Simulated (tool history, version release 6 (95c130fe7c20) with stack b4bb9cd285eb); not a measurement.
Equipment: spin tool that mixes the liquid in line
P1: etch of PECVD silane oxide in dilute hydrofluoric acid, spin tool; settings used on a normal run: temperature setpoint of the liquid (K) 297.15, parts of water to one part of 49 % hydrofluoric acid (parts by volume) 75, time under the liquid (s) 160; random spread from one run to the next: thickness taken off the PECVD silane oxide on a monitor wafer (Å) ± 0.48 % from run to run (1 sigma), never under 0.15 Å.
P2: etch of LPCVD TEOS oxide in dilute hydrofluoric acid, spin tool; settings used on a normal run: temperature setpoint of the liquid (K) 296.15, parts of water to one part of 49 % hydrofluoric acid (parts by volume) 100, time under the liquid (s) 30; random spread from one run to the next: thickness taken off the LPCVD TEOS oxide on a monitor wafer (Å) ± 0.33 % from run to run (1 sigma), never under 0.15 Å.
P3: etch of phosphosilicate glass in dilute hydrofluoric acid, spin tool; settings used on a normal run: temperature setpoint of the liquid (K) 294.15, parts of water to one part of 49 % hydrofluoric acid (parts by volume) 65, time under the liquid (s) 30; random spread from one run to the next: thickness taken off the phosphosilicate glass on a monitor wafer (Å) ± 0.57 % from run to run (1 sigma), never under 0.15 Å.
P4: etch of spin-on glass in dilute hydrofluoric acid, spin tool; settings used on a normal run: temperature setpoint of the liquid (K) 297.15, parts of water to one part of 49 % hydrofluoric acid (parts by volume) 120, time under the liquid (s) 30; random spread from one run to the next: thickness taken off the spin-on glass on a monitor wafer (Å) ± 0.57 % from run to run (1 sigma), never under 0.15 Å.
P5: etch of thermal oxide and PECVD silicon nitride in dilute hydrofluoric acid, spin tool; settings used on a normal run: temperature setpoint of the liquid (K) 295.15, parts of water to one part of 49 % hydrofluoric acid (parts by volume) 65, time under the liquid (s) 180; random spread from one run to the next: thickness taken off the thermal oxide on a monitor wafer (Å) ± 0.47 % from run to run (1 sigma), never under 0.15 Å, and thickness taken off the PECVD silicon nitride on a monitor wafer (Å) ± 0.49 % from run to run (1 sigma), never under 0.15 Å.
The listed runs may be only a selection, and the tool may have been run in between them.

run,hour,process that ran,temperature setpoint of the liquid (K),parts of water to one part of 49 % hydrofluoric acid (parts by volume),time under the liquid (s),thickness taken off the PECVD silane oxide on a monitor wafer (Å),thickness taken off the phosphosilicate glass on a monitor wafer (Å),thickness taken off the LPCVD TEOS oxide on a monitor wafer (Å),thickness taken off the thermal oxide on a monitor wafer (Å),thickness taken off the PECVD silicon nitride on a monitor wafer (Å),thickness taken off the spin-on glass on a monitor wafer (Å)
1,3.5,P1,297.15,75,160,464.60,,,,,
2,7.8,P3,294.15,65,15,,301.37,,,,
3,14.7,P1,301.15,75,160,541.05,,,,,
4,20.1,P3,294.15,65,30,,606.95,,,,
5,27.6,P3,302.65,65,30,,850.09,,,,
6,34.1,P2,296.15,100,55,,,214.770,,,
7,37.8,P5,295.15,65,60,,,,43.619,44.679,
8,42.7,P5,290.15,65,180,,,,104.320,93.918,
9,48.6,P4,297.15,25,30,,,,,,375.940
10,52.2,P1,297.15,75,85,245.01,,,,,
11,59.2,P2,290.15,100,30,,,91.098,,,
12,63.9,P1,297.15,75,160,465.03,,,,,
13,70.7,P2,296.15,140,30,,,79.552,,,
14,77.6,P1,297.15,75,315,908.56,,,,,
15,83.6,P3,294.15,40,30,,1010.70,,,,
16,87.2,P4,301.15,120,30,,,,,,81.092
17,91.6,P4,297.15,120,30,,,,,,69.723
18,97.9,P1,303.15,115,160,363.03,,,,,
19,102.2,P5,295.15,65,180,,,,130.490,133.750,
20,108.8,P5,295.15,65,180,,,,129.450,132.420,
21,112.7,P1,297.15,30,160,1223.00,,,,,
22,116.4,P1,297.15,75,160,460.48,,,,,
# hour 117.7: thermometer replaced
23,120.0,P1,297.15,75,160,462.08,,,,,
24,124.0,P2,296.15,100,30,,,116.310,,,
25,129.6,P1,297.15,130,160,249.51,,,,,
26,136.3,P2,296.15,100,30,,,117.010,,,

Run 27, settings as shown, results not yet in. Your forecast:
27,142.4,P5,295.15,25,180,,,,?,?,

{"run 27": {"thickness taken off the thermal oxide on a monitor wafer (Å)": 354.9, "thickness taken off the PECVD silicon nitride on a monitor wafer (Å)": 335.69}}
